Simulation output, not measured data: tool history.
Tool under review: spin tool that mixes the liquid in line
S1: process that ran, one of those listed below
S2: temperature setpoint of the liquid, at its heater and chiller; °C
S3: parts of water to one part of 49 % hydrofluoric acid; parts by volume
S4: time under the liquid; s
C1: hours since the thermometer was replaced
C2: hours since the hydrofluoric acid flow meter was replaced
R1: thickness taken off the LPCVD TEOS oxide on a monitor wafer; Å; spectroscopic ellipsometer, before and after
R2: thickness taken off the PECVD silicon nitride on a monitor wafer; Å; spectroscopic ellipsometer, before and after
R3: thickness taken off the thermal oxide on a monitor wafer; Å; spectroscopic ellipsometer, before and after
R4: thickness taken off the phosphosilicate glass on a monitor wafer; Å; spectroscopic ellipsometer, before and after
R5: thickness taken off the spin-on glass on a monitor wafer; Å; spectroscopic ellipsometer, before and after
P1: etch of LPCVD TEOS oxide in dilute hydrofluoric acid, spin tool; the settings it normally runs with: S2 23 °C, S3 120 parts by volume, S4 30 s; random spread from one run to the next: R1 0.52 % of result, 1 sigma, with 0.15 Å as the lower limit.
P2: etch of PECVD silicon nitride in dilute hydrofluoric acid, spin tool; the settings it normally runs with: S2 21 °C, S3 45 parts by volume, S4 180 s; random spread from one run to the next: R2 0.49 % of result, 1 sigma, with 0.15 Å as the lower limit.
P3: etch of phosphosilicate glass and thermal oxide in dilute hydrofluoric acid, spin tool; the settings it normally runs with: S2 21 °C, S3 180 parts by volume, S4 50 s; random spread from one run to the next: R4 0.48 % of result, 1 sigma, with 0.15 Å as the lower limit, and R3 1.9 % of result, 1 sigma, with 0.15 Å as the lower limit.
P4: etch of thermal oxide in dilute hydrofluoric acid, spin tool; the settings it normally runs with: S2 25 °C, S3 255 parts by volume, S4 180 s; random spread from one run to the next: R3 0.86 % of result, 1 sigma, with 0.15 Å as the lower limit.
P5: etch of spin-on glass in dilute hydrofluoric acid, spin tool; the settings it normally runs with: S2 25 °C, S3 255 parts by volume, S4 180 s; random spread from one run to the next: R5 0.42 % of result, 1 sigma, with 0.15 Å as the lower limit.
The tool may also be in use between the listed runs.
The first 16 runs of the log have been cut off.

| run | hour | S1 | S2 | S3 | S4 | C1 | C2 | R1 | R2 | R3 | R4 | R5 |
|---|---|---|---|---|---|---|---|---|---|---|---|---|
| 17 | 164.4 | P2 | 21 | 45 | 180 | 842.8 | 20.2 |  | 55.029 |  |  |  |
| 18 | 176.8 | P1 | 23 | 120 | 30 | 855.2 | 32.6 | 130.27 |  |  |  |  |
| 19 | 189.6 | P1 | 23 | 120 | 30 | 868 | 45.4 | 130.55 |  |  |  |  |
| 20 | 198 | P4 | 33 | 255 | 180 | 876.4 | 53.8 |  |  | 38.97 |  |  |
| 21 | 205.5 | P1 | 23 | 120 | 30 | 883.9 | 61.3 | 129.49 |  |  |  |  |
| 22 | 218.1 | P1 | 17 | 120 | 30 | 896.5 | 73.9 | 102.52 |  |  |  |  |
| 23 | 226.2 | P5 | 32 | 255 | 180 | 904.6 | 82 |  |  |  |  | 221.62 |
| 24 | 235.4 | P1 | 23 | 120 | 30 | 913.8 | 91.2 | 130.12 |  |  |  |  |
| 25 | 242.3 | P3 | 21 | 180 | 50 | 920.7 | 98.1 |  |  | 11.031 | 301.38 |  |

Estimate the outcome of run 26 from the log above:
| 26 | 255.3 | P4 | 25 | 255 | 180 | 933.7 | 111.1 |  |  | ? |  |  |

R3: 29.626 Å

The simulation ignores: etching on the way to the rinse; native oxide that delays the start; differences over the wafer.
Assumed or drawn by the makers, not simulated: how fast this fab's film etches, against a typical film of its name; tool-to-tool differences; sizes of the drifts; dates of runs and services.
